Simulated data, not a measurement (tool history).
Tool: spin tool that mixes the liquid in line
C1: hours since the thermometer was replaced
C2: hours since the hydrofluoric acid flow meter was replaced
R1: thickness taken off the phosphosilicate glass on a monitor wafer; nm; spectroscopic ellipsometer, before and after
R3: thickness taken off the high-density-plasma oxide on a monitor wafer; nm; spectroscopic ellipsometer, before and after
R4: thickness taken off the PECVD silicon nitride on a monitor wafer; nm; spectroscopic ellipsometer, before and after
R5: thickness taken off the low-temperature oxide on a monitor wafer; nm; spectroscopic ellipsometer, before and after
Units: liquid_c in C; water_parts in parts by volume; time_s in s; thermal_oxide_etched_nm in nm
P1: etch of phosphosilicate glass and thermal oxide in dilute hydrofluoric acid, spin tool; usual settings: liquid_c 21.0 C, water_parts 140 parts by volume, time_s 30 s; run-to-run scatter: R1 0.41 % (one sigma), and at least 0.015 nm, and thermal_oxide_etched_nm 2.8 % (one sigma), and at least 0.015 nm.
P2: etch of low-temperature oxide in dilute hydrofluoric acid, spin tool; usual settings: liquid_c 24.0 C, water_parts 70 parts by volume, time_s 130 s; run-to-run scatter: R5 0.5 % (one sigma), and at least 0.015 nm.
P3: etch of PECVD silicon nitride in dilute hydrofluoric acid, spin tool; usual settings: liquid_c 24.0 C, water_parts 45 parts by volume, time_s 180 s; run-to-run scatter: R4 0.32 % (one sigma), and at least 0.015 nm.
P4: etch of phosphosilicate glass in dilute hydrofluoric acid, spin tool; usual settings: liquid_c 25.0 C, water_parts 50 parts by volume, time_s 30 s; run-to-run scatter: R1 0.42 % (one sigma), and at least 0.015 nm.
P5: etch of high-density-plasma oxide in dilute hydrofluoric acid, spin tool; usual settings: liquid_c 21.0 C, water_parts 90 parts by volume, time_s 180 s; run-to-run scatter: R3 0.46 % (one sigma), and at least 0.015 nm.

Run 1, day 0.296: process P1, liquid_c 21.0 C, water_parts 140 parts by volume, time_s 30 s; C1 361.4; C2 601.3. Result: R1 37.896 nm, thermal_oxide_etched_nm 0.81942 nm.
Run 2, day 0.758: process P1, liquid_c 28.0 C, water_parts 140 parts by volume, time_s 30 s; C1 372.5; C2 612.4. Result: R1 49.550 nm, thermal_oxide_etched_nm 1.16110 nm.
Run 3, day 1.121: process P1, liquid_c 21.0 C, water_parts 220 parts by volume, time_s 30 s; C1 381.2; C2 621.1. Result: R1 22.033 nm, thermal_oxide_etched_nm 0.51798 nm.
Run 4, day 1.546: process P4, liquid_c 25.0 C, water_parts 50 parts by volume, time_s 30 s; C1 391.4; C2 631.3. Result: R1 50.286 nm.
Run 5, day 2.000: process P5, liquid_c 17.0 C, water_parts 90 parts by volume, time_s 180 s; C1 402.3; C2 642.2. Result: R3 8.0593 nm.
Run 6, day 2.350: process P4, liquid_c 25.0 C, water_parts 50 parts by volume, time_s 15 s; C1 410.7; C2 650.6. Result: R1 25.080 nm.
Run 7, day 2.892: process P3, liquid_c 17.0 C, water_parts 45 parts by volume, time_s 180 s; C1 423.7; C2 663.6. Result: R4 7.1294 nm.
Run 8, day 3.267: process P3, liquid_c 24.0 C, water_parts 20 parts by volume, time_s 180 s; C1 432.7; C2 672.6. Result: R4 25.4150 nm.
Run 9, day 3.521: process P5, liquid_c 21.0 C, water_parts 90 parts by volume, time_s 315 s; C1 438.8; C2 678.7. Result: R3 16.7460 nm.
Run 10, day 3.871: process P1, liquid_c 21.0 C, water_parts 25 parts by volume, time_s 30 s; C1 447.2; C2 687.1. Result: R1 241.850 nm, thermal_oxide_etched_nm 5.11300 nm.
Run 11, day 4.179: process P1, liquid_c 21.0 C, water_parts 140 parts by volume, time_s 50 s; C1 454.6; C2 694.5. Result: R1 62.720 nm, thermal_oxide_etched_nm 1.40780 nm.
Run 12, day 4.550: process P5, liquid_c 21.0 C, water_parts 90 parts by volume, time_s 180 s; C1 463.5; C2 703.4. Result: R3 9.4959 nm.
Run 13, day 4.921: process P2, liquid_c 24.0 C, water_parts 70 parts by volume, time_s 130 s; C1 472.4; C2 712.3. Result: R5 39.101 nm.
Run 14, day 5.233: process P4, liquid_c 25.0 C, water_parts 80 parts by volume, time_s 30 s; C1 479.9; C2 719.8. Result: R1 30.275 nm.
Run 15, day 5.767: process P5, liquid_c 21.0 C, water_parts 90 parts by volume, time_s 180 s; C1 492.7; C2 732.6. Result: R3 9.4890 nm.
Run 16, day 6.192: process P1, liquid_c 21.0 C, water_parts 140 parts by volume, time_s 15 s; C1 502.9; C2 742.8. Result: R1 18.702 nm, thermal_oxide_etched_nm 0.41712 nm.
Run 17, day 6.500: process P4, liquid_c 17.5 C, water_parts 50 parts by volume, time_s 30 s; C1 510.3; C2 750.2. Result: R1 36.615 nm.
Run 18, day 6.833: process P5, liquid_c 21.0 C, water_parts 160 parts by volume, time_s 180 s; C1 518.3; C2 758.2. Result: R3 4.9356 nm.
Run 19, day 7.367: process P2, liquid_c 24.0 C, water_parts 70 parts by volume, time_s 260 s; C1 531.1; C2 771.0. Result: R5 77.979 nm.
Run 20, day 7.608: process P3, liquid_c 24.0 C, water_parts 45 parts by volume, time_s 180 s; C1 536.9; C2 776.8. Result: R4 11.6170 nm.
Run 21, day 7.883: process P1, liquid_c 17.0 C, water_parts 215 parts by volume, time_s 30 s; C1 543.5; C2 783.4. Result: R1 19.439 nm, thermal_oxide_etched_nm 0.44149 nm.
Run 22, day 8.254: process P1, liquid_c 21.0 C, water_parts 140 parts by volume, time_s 30 s; C1 552.4; C2 792.3. Result: R1 37.424 nm, thermal_oxide_etched_nm 0.88235 nm.
Run 23, day 8.788: process P1, liquid_c 21.0 C, water_parts 140 parts by volume, time_s 30 s; C1 565.2; C2 805.1. Result: R1 37.506 nm, thermal_oxide_etched_nm 0.83837 nm.
Run 24, day 9.171: process P4, liquid_c 25.0 C, water_parts 50 parts by volume, time_s 30 s; C1 574.4; C2 814.3. Result: R1 50.010 nm.
Run 25, day 9.567: process P2, liquid_c 17.5 C, water_parts 70 parts by volume, time_s 130 s; C1 583.9; C2 823.8. Result: R5 29.905 nm.
Run 26, day 9.967: process P2, liquid_c 24.0 C, water_parts 105 parts by volume, time_s 130 s; C1 593.5; C2 833.4. Result: R5 24.660 nm.
Run 27, day 10.275: process P3, liquid_c 24.0 C, water_parts 45 parts by volume, time_s 50 s; C1 600.9; C2 840.8. Result: R4 3.2136 nm.
Run 28, day 10.654: process P3, liquid_c 24.0 C, water_parts 45 parts by volume, time_s 180 s; C1 610.0; C2 849.9. Result: R4 11.6360 nm.
Run 29, day 10.917: process P1, liquid_c 21.0 C, water_parts 140 parts by volume, time_s 30 s; C1 616.3; C2 856.2. Result: R1 37.810 nm, thermal_oxide_etched_nm 0.89046 nm.
Run 30, day 11.242: process P1, liquid_c 17.0 C, water_parts 140 parts by volume, time_s 30 s; C1 624.1; C2 864.0. Result: R1 31.886 nm, thermal_oxide_etched_nm 0.70928 nm.
Run 31, day 11.783: process P1, liquid_c 21.0 C, water_parts 140 parts by volume, time_s 30 s; C1 637.1; C2 877.0. Result: R1 37.859 nm, thermal_oxide_etched_nm 0.85669 nm.
Run 32, day 12.046: process P1, liquid_c 21.0 C, water_parts 140 parts by volume, time_s 30 s; C1 643.4; C2 883.3. Result: R1 37.222 nm, thermal_oxide_etched_nm 0.82785 nm.
Run 33, day 12.383: process P1, liquid_c 21.0 C, water_parts 140 parts by volume, time_s 30 s; C1 651.5; C2 891.4. Result: R1 36.837 nm, thermal_oxide_etched_nm 0.79081 nm.
Run 34, day 12.704: process P1, liquid_c 21.0 C, water_parts 140 parts by volume, time_s 30 s; C1 659.2; C2 899.1. Result: R1 36.134 nm, thermal_oxide_etched_nm 0.86535 nm.
Run 35, day 13.079: process P1, liquid_c 21.0 C, water_parts 140 parts by volume, time_s 30 s; C1 668.2; C2 908.1. Result: R1 35.702 nm, thermal_oxide_etched_nm 0.83422 nm.

Run 36 comes next. What will it give?
Run 36, day 13.596: process P1, liquid_c 21.0 C, water_parts 140 parts by volume, time_s 30 s; C1 680.6; C2 920.5. Result: R1 ?, thermal_oxide_etched_nm ?.

R1: 35.541 nm
thermal_oxide_etched_nm: 0.79485 nm

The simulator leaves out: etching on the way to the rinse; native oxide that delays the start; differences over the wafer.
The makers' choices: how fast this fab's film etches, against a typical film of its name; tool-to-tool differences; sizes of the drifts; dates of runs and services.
